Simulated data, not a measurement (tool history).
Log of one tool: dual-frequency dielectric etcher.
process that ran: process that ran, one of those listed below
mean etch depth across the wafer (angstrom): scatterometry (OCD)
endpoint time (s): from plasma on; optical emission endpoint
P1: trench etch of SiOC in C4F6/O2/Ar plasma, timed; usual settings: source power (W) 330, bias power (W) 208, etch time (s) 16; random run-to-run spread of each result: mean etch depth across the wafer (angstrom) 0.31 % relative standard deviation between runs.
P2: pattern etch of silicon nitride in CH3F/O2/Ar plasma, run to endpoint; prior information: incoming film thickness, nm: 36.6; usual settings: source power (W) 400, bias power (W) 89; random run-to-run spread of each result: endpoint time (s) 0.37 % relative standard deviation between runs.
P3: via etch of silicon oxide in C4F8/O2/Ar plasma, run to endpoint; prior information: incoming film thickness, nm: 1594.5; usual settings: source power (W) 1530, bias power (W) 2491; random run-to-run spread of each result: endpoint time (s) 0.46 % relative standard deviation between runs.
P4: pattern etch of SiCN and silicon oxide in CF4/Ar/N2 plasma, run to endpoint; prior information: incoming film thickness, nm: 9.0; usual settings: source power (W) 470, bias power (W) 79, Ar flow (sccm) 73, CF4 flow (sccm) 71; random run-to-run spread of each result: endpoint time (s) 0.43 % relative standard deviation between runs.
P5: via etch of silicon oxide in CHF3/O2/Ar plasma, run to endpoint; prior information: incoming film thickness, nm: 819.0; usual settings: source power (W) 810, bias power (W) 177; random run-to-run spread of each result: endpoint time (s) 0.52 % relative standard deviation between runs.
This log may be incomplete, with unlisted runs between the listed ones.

run	hour	process that ran	source power (W)	bias power (W)	etch time (s)	Ar flow (sccm)	CF4 flow (sccm)	mean etch depth across the wafer (angstrom)	endpoint time (s)
1	7.9	P1	330	208	16			311.66	
2	14.2	P4	470	62		73	71		10.22
3	20.6	P1	330	208	16			312.67	
4	30.3	P1	400	208	24			507.29	
5	36.7	P1	420	208	11.5			247.14	
6	41.5	P1	330	208	23			447.31	
7	46.4	P3	2100	2491					281.08
8	55.5	P4	470	79		52	71		9.0974
9	64.4	P1	330	208	16			312.16	
10	72.6	P5	810	177					367.54
11	82.2	P1	330	143	16			276.68	
12	92.8	P1	330	208	9.5			184.61	
13	100.7	P5	810	245					326.96
# hour 102.9: wet clean of the chamber
14	107.9	P3	1530	2491					320.59
15	116.1	P4	470	79		73	44		10.151
16	124.4	P1	250	208	16			282.89	
17	132.7	P5	560	177					422.28
18	143.5	P2	400	89					47.97
19	148.8	P1	270	257	16			311.68	
20	156.5	P4	470	79		73	71		9.4497
21	163.5	P1	330	208	16			312.39	
22	172.7	P1	440	208	16			348.61	
23	183.4	P5	810	177					367.74
24	190.4	P2	520	89					43.181
25	197.4	P3	1530	2491					317.45
26	203.5	P1	330	276	16			342.37	
27	212	P2	400	125					42.151
28	220.4	P4	330	79		73	71		12.96
29	227.4	P3	1530	3392					289.6
30	236.9	P1	330	208	16			312.4	
31	243.1	P1	330	208	16			314.71	
32	252.2	P1	330	208	16			313.06	
33	259.5	P1	330	208	16			315.33	
34	266	P1	330	208	16			316.72	
35	273.2	P1	330	208	16			316.41	
36	283.5	P1	330	208	16			317.55	
37	292.2	P1	330	208	16			316.45	
# hour 298.8: wet clean of the chamber
38	299.4	P1	330	208	16			316.28	
39	309.5	P1	330	208	16			318.51	
40	319.7	P1	330	208	16			319.45	
41	330.8	P1	330	208	16			318.97	

What P1 gives has crept away from where it was. These 2 causes fit the log equally well, each at the size given:
A: bias power that arrives over what is set, % = 4.8
B: source power that arrives over what is set, % = 4.13
The process output started creeping at around hour 236.9.
Why every other cause is out:
chamber walls in a state that raises the etch rate, %: was serviced at hour 298.8, once the creep was under way, yet the earlier output never came back

Below are 4 check runs, each averaged over 3 wafers, with their results shown as question marks. Which of them would give clearly different results depending on which cause is behind the drift?
check 1	341.9	P3	1530	3249					?
check 2	341.9	P5	810	233					?
check 3	341.9	P2	510	89					?
check 4	341.9	P4	470	79		53	71		?

How each check would come out, cause by cause:
check	result	if A	if B
check 1	endpoint time (s)	288.7	288.55
check 2	endpoint time (s)	329.36	329.67
check 3	endpoint time (s)	43.087	43.145
check 4	endpoint time (s)	8.9852	8.7967
Gap, in per cent, between the two causes that each check separates least, read from the result that separates them most: check 1 0.05 %; check 2 0.1 %; check 3 0.14 %; check 4 2.12 %
Only check 4 tells the causes apart: in the others they would give nearly the same result.

With check 4 done, the readings were: endpoint time (s) 8.8155. Identify which of the listed causes applies.

It was cause B: source power that arrives over what is set, %.

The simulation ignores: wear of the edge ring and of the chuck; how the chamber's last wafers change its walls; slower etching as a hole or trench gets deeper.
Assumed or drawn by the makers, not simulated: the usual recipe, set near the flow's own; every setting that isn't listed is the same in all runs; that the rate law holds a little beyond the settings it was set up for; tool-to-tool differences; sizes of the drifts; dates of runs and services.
